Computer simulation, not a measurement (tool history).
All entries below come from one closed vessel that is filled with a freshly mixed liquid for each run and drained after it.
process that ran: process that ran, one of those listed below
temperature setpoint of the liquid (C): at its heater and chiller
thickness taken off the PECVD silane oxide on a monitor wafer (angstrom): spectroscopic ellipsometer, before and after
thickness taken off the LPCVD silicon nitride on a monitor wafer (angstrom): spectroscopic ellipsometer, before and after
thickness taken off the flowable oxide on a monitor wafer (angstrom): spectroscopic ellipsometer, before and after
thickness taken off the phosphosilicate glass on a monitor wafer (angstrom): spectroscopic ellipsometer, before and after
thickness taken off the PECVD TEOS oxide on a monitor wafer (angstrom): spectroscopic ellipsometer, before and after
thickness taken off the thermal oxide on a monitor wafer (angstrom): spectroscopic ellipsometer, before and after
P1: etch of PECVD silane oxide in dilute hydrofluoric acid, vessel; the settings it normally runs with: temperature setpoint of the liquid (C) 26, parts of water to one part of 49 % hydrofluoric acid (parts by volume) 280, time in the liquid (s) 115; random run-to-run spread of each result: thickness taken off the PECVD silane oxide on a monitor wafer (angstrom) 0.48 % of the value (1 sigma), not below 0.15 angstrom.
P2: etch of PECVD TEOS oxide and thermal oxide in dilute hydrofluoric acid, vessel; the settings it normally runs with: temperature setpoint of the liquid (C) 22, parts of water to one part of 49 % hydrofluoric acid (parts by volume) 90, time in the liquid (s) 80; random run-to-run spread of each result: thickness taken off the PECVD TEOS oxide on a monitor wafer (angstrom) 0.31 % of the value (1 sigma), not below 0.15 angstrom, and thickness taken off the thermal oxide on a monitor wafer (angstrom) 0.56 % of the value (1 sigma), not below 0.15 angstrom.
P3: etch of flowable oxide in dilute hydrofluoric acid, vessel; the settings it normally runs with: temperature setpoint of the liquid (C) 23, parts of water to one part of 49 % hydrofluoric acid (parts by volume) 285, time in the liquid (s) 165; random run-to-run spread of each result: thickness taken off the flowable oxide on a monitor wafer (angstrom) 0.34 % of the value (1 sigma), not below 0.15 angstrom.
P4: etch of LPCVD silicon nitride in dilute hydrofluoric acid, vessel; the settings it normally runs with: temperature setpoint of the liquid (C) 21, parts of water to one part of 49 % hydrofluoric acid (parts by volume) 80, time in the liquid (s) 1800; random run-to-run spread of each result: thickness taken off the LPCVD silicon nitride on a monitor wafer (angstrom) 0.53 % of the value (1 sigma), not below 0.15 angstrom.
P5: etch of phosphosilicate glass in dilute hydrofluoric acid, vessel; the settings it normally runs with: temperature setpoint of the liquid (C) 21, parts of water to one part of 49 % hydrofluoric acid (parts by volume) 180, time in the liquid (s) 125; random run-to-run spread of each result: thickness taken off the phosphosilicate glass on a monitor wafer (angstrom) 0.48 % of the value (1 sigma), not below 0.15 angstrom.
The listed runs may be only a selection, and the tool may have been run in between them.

| run | day | process that ran | temperature setpoint of the liquid (C) | parts of water to one part of 49 % hydrofluoric acid (parts by volume) | time in the liquid (s) | hours since the thermometer was replaced | hours since the hydrofluoric acid flow meter was replaced | thickness taken off the PECVD silane oxide on a monitor wafer (angstrom) | thickness taken off the LPCVD silicon nitride on a monitor wafer (angstrom) | thickness taken off the flowable oxide on a monitor wafer (angstrom) | thickness taken off the phosphosilicate glass on a monitor wafer (angstrom) | thickness taken off the PECVD TEOS oxide on a monitor wafer (angstrom) | thickness taken off the thermal oxide on a monitor wafer (angstrom) |
|---|---|---|---|---|---|---|---|---|---|---|---|---|---|
| 1 | 0.325 | P1 | 26 | 280 | 115 | 1136.4 | 177.7 | 140.99 |  |  |  |  |  |
| 2 | 0.729 | P4 | 21 | 110 | 1800 | 1146.1 | 187.4 |  | 71.413 |  |  |  |  |
| 3 | 0.938 | P1 | 22.5 | 280 | 115 | 1151.1 | 192.4 | 124.38 |  |  |  |  |  |
| 4 | 1.346 | P1 | 26 | 280 | 115 | 1160.9 | 202.2 | 140.52 |  |  |  |  |  |
| 5 | 1.754 | P3 | 23 | 285 | 165 | 1170.7 | 212 |  |  | 157 |  |  |  |
| 6 | 2.138 | P1 | 26 | 445 | 115 | 1179.9 | 221.2 | 75.566 |  |  |  |  |  |
| 7 | 2.504 | P1 | 22 | 95 | 115 | 1188.7 | 230 | 440.3 |  |  |  |  |  |
| 8 | 2.721 | P5 | 21 | 180 | 60 | 1193.9 | 235.2 |  |  |  | 213.04 |  |  |
| 9 | 3.129 | P3 | 23 | 285 | 165 | 1203.7 | 245 |  |  | 156.35 |  |  |  |
| 10 | 3.421 | P3 | 23 | 390 | 165 | 1210.7 | 252 |  |  | 103.77 |  |  |  |
| 11 | 3.729 | P4 | 21 | 80 | 1800 | 1218.1 | 259.4 |  | 96.276 |  |  |  |  |
| 12 | 3.983 | P2 | 22 | 165 | 80 | 1224.2 | 265.5 |  |  |  |  | 43.082 | 18.206 |
| 13 | 4.225 | P5 | 17 | 180 | 125 | 1230 | 271.3 |  |  |  | 378.48 |  |  |
| 14 | 4.408 | P1 | 26 | 280 | 115 | 1234.4 | 275.7 | 140.81 |  |  |  |  |  |
| 15 | 4.592 | P4 | 21 | 80 | 3260 | 1238.8 | 280.1 |  | 175.09 |  |  |  |  |
| 16 | 4.946 | P2 | 22 | 90 | 80 | 1247.3 | 288.6 |  |  |  |  | 85.723 | 36.833 |
| 17 | 5.304 | P5 | 21 | 180 | 125 | 1255.9 | 297.2 |  |  |  | 445.55 |  |  |
| 18 | 5.6 | P2 | 22 | 90 | 30 | 1263 | 304.3 |  |  |  |  | 32.243 | 13.749 |
| 19 | 5.783 | P1 | 26 | 280 | 115 | 1267.4 | 308.7 | 141.45 |  |  |  |  |  |
| 20 | 6.075 | P2 | 28 | 90 | 80 | 1274.4 | 315.7 |  |  |  |  | 109.59 | 46.757 |
| 21 | 6.317 | P1 | 26 | 280 | 205 | 1280.2 | 321.5 | 248.85 |  |  |  |  |  |
|  | 6.658 | thermometer replaced |
| 22 | 6.725 | P4 | 21 | 80 | 1800 | 1.6 | 331.3 |  | 95.823 |  |  |  |  |
| 23 | 7.142 | P1 | 26 | 280 | 115 | 11.6 | 341.3 | 140.87 |  |  |  |  |  |
| 24 | 7.421 | P5 | 21 | 105 | 125 | 18.3 | 348 |  |  |  | 821.14 |  |  |
| 25 | 7.75 | P1 | 29.5 | 280 | 115 | 26.2 | 355.9 | 158.83 |  |  |  |  |  |
| 26 | 7.979 | P1 | 26 | 280 | 50 | 31.7 | 361.4 | 61.202 |  |  |  |  |  |
| 27 | 8.162 | P3 | 17 | 285 | 165 | 36.1 | 365.8 |  |  | 125.54 |  |  |  |
| 28 | 8.479 | P1 | 26 | 280 | 115 | 43.7 | 373.4 | 140.89 |  |  |  |  |  |
| 29 | 8.875 | P3 | 23 | 285 | 30 | 53.2 | 382.9 |  |  | 28.519 |  |  |  |
| 30 | 9.067 | P1 | 26 | 280 | 115 | 57.8 | 387.5 | 140.7 |  |  |  |  |  |

Run 31, settings as shown, results not yet in. Your forecast:
| 31 | 9.346 | P4 | 29 | 80 | 1800 | 64.5 | 394.2 |  | ? |  |  |  |  |

{"run 31": {"thickness taken off the LPCVD silicon nitride on a monitor wafer (angstrom)": 162.73}}
